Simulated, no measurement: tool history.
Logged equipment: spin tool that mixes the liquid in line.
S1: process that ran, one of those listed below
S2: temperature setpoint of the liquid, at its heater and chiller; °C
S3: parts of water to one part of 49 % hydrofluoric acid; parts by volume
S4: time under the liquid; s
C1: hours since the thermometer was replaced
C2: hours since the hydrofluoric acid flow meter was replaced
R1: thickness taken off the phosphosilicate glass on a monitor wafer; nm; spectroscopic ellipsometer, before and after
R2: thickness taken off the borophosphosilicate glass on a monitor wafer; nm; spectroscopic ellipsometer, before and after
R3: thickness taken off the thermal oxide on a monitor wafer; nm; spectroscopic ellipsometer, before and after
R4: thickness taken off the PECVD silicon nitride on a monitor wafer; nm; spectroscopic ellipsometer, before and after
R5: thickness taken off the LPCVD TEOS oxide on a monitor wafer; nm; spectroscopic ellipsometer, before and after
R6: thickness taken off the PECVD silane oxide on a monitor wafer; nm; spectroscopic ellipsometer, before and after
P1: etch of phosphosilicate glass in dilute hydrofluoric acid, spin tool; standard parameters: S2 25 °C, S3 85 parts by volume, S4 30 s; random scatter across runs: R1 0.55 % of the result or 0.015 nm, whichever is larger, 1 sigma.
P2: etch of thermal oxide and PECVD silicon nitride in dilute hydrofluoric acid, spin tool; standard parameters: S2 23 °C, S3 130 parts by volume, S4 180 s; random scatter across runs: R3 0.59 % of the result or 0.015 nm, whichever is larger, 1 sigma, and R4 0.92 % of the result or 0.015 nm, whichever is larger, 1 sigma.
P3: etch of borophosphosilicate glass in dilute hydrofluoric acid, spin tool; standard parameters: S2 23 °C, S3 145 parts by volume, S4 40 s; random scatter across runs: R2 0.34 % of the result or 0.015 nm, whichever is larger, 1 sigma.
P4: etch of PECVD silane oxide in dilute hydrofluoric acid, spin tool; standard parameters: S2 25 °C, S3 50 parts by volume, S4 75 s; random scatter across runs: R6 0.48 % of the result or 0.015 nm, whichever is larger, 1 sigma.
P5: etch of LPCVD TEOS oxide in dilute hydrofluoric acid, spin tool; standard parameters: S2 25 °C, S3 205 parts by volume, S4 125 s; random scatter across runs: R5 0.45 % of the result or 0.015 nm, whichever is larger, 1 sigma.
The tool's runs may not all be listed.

run 1 day=0.667 | S1=P1 S2=25 S3=85 S4=30 | C1=768.7 C2=580.3 | R1=75.641
run 2 day=1.392 | S1=P3 S2=23 S3=145 S4=15 | C1=786.1 C2=597.7 | R2=3.7106
run 3 day=1.742 | S1=P2 S2=23 S3=130 S4=180 | C1=794.5 C2=606.1 | R3=6.3709 R4=2.1778
run 4 day=2.117 | S1=P5 S2=25 S3=205 S4=125 | C1=803.5 C2=615.1 | R5=20.16
run 5 day=2.738 | S1=P2 S2=23 S3=130 S4=345 | C1=818.4 C2=630 | R3=12.181 R4=4.091
run 6 day=3.379 | S1=P1 S2=25 S3=85 S4=15 | C1=833.8 C2=645.4 | R1=37.943
run 7 day=4.067 | S1=P4 S2=30.5 S3=50 S4=75 | C1=850.3 C2=661.9 | R6=29.998
run 8 day=4.6 | S1=P1 S2=25 S3=85 S4=30 | C1=863.1 C2=674.7 | R1=74.975
run 9 day=5.238 | S1=P1 S2=25 S3=85 S4=30 | C1=878.4 C2=690 | R1=75.766
run 10 day=5.908 | S1=P1 S2=20 S3=85 S4=30 | C1=894.5 C2=706.1 | R1=62.712
run 11 day=6.496 | S1=P5 S2=25 S3=330 S4=125 | C1=908.6 C2=720.2 | R5=11.009
run 12 day=7.242 | S1=P2 S2=31 S3=130 S4=180 | C1=926.5 C2=738.1 | R3=8.5523 R4=3.5154
run 13 day=7.85 | S1=P2 S2=23 S3=25 S4=180 | C1=941.1 C2=752.7 | R3=37.389 R4=10.596
run 14 day=8.642 | S1=P4 S2=25 S3=20 S4=75 | C1=960.1 C2=771.7 | R6=63.328
run 15 day=9.296 | S1=P5 S2=18.5 S3=205 S4=125 | C1=975.8 C2=787.4 | R5=15.804
run 16 day=9.742 | S1=P1 S2=25 S3=45 S4=30 | C1=986.5 C2=798.1 | R1=150.69
run 17 day=10.162 | S1=P1 S2=29.5 S3=85 S4=45 | C1=996.6 C2=808.2 | R1=135.65
run 18 day=10.854 | S1=P1 S2=25 S3=85 S4=30 | C1=1013.2 C2=824.8 | R1=75.158
run 19 day=11.517 | S1=P3 S2=23 S3=60 S4=40 | C1=1029.1 C2=840.7 | R2=26.369
run 20 day=12.279 | S1=P5 S2=25 S3=205 S4=245 | C1=1047.4 C2=859 | R5=39.663
run 21 day=13.071 | S1=P1 S2=31 S3=20 S4=30 | C1=1066.4 C2=878 | R1=447.12
run 22 day=13.538 | S1=P1 S2=25 S3=85 S4=45 | C1=1077.6 C2=889.2 | R1=113.83
run 23 day=13.983 | S1=P4 S2=25 S3=50 S4=35 | C1=1088.3 C2=899.9 | R6=11.344
run 24 day=14.442 | S1=P3 S2=28 S3=145 S4=40 | C1=1099.3 C2=910.9 | R2=11.879
-- day=14.804 hydrofluoric acid flow meter replaced
run 25 day=15.204 | S1=P1 S2=25 S3=140 S4=30 | C1=1117.6 C2=9.6 | R1=42.976
run 26 day=15.75 | S1=P3 S2=23 S3=145 S4=40 | C1=1130.7 C2=22.7 | R2=9.8518
run 27 day=16.2 | S1=P4 S2=25 S3=50 S4=75 | C1=1141.5 C2=33.5 | R6=24.253
run 28 day=16.55 | S1=P1 S2=31.5 S3=85 S4=30 | C1=1149.9 C2=41.9 | R1=97.6
run 29 day=17.204 | S1=P3 S2=23 S3=145 S4=40 | C1=1165.6 C2=57.6 | R2=9.8617
run 30 day=17.729 | S1=P1 S2=25 S3=130 S4=15 | C1=1178.2 C2=70.2 | R1=23.562
run 31 day=18.1 | S1=P1 S2=25 S3=85 S4=30 | C1=1187.1 C2=79.1 | R1=75.818
run 32 day=18.492 | S1=P1 S2=25 S3=85 S4=30 | C1=1196.5 C2=88.5 | R1=78.196
run 33 day=19.108 | S1=P1 S2=25 S3=85 S4=30 | C1=1211.3 C2=103.3 | R1=79.636
run 34 day=19.908 | S1=P1 S2=25 S3=85 S4=30 | C1=1230.5 C2=122.5 | R1=81.698
run 35 day=20.304 | S1=P1 S2=25 S3=85 S4=30 | C1=1240 C2=132 | R1=81.299
run 36 day=20.675 | S1=P1 S2=25 S3=85 S4=30 | C1=1248.9 C2=140.9 | R1=81.162
run 37 day=21.167 | S1=P1 S2=25 S3=85 S4=30 | C1=1260.7 C2=152.7 | R1=81.815

P1 no longer gives what it gave before; its output has crept away from where it was. The following 2 causes, each at its listed size, fit the log equally well:
A: liquid hotter than its thermometer reads (K) = 1.91
B: hydrofluoric acid flow above the setpoint (%) = 7.02
Creep in the process output first set in at about day 18.1.

The list below offers 4 check runs, each averaging the results of 2 wafers, and shows each result as a question mark. For which of them would the listed causes give clearly different results?
run check 1 day=21.658 | S1=P2 S2=23 S3=35 S4=325 | R3=? R4=?
run check 2 day=21.658 | S1=P4 S2=25 S3=50 S4=35 | R6=?
run check 3 day=21.658 | S1=P3 S2=23 S3=80 S4=15 | R2=?
run check 4 day=21.658 | S1=P5 S2=19.5 S3=205 S4=180 | R5=?

What each check would give under each cause:
check=check_1 result=R3 if_A=51.805 if_B=51.36
check=check_1 result=R4 if_A=15.748 if_B=14.773
check=check_2 result=R6 if_A=12.217 if_B=12.156
check=check_3 result=R2 if_A=7.8115 if_B=7.7925
check=check_4 result=R5 if_A=25.505 if_B=25.703
Per check, the gap between the least separated pair of causes, taken in the result that splits them most: check 1 6.4 %; check 2 0.51 %; check 3 0.24 %; check 4 0.78 %
Only in check 1 would the causes give clearly different results; in the remaining checks their results would be nearly the same.

With check 1 done, the readings were: R3 51.747 nm; R4 15.833 nm. Identify which of the listed causes applies.

It was cause A: liquid hotter than its thermometer reads (K).
